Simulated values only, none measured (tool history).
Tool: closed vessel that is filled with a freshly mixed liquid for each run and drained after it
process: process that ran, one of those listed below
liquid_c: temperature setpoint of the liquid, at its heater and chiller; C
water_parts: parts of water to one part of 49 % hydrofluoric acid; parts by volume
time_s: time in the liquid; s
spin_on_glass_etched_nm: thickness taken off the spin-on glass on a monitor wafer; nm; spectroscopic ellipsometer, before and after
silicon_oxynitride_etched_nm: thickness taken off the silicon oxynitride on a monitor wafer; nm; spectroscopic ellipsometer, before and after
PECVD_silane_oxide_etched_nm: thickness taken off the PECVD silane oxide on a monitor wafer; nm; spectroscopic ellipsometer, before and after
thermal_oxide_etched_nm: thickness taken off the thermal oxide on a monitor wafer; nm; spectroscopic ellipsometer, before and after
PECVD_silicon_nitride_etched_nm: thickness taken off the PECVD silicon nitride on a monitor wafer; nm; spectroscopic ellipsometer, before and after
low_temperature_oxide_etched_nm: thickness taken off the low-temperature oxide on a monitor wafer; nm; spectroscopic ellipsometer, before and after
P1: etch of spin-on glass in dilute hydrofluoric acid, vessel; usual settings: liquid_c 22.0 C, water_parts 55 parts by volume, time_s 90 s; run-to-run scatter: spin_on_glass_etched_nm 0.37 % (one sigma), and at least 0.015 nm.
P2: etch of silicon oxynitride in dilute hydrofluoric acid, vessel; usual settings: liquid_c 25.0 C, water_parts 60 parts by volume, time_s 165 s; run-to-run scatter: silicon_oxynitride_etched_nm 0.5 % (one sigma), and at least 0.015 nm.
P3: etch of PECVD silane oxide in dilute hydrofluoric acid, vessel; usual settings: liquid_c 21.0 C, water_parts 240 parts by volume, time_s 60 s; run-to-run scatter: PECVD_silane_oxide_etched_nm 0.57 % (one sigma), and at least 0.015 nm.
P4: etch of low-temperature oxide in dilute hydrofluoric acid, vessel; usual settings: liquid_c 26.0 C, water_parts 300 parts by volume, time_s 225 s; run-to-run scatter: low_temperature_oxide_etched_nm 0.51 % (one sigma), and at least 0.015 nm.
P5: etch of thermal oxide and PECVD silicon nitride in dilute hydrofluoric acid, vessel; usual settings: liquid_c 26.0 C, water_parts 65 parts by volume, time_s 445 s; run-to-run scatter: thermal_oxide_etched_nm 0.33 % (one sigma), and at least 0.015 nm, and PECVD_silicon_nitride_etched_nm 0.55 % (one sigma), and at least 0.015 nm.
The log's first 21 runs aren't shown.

run     day  process  liquid_c  water_parts  time_s  hours since the thermometer was replaced  hours since the hydrofluoric acid flow meter was replaced  spin_on_glass_etched_nm  silicon_oxynitride_etched_nm  PECVD_silane_oxide_etched_nm  thermal_oxide_etched_nm  PECVD_silicon_nitride_etched_nm  low_temperature_oxide_etched_nm
 22   7.817       P1      22.0           55      90                                    1558.3                                                      875.1                  34.6220
 23   8.212       P5      20.5           65     445                                    1567.8                                                      884.6                                                                                                        29.183                           9.9191
 24   8.558       P1      22.0           55      90                                    1576.1                                                      892.9                  34.7310
 25   8.896       P1      17.0           55      30                                    1584.2                                                      901.0                   9.2499
 26   9.162       P1      22.0          105      90                                    1590.6                                                      907.4                  17.0370
 27   9.475       P1      22.0           20      90                                    1598.1                                                      914.9                  99.1340
 28   9.717       P4      26.0          300     225                                    1603.9                                                      920.7                                                                                                                                                                          8.2055
 29   9.992       P5      26.0           65     665                                    1610.5                                                      927.3                                                                                                        54.689                          21.2880
 30  10.246       P2      25.0           60     165                                    1616.6                                                      933.4                                                 9.2321
 31  10.529       P5      26.0           65     445                                    1623.4                                                      940.2                                                                                                        36.572                          14.3640
 32  10.929       P5      26.0           35     445                                    1633.0                                                      949.8                                                                                                        70.686                          26.1640

Run 33 comes next. What will it give?
 33  11.212       P1      22.0           55      90                                    1639.8                                                      956.6                        ?

spin_on_glass_etched_nm: 34.6420 nm

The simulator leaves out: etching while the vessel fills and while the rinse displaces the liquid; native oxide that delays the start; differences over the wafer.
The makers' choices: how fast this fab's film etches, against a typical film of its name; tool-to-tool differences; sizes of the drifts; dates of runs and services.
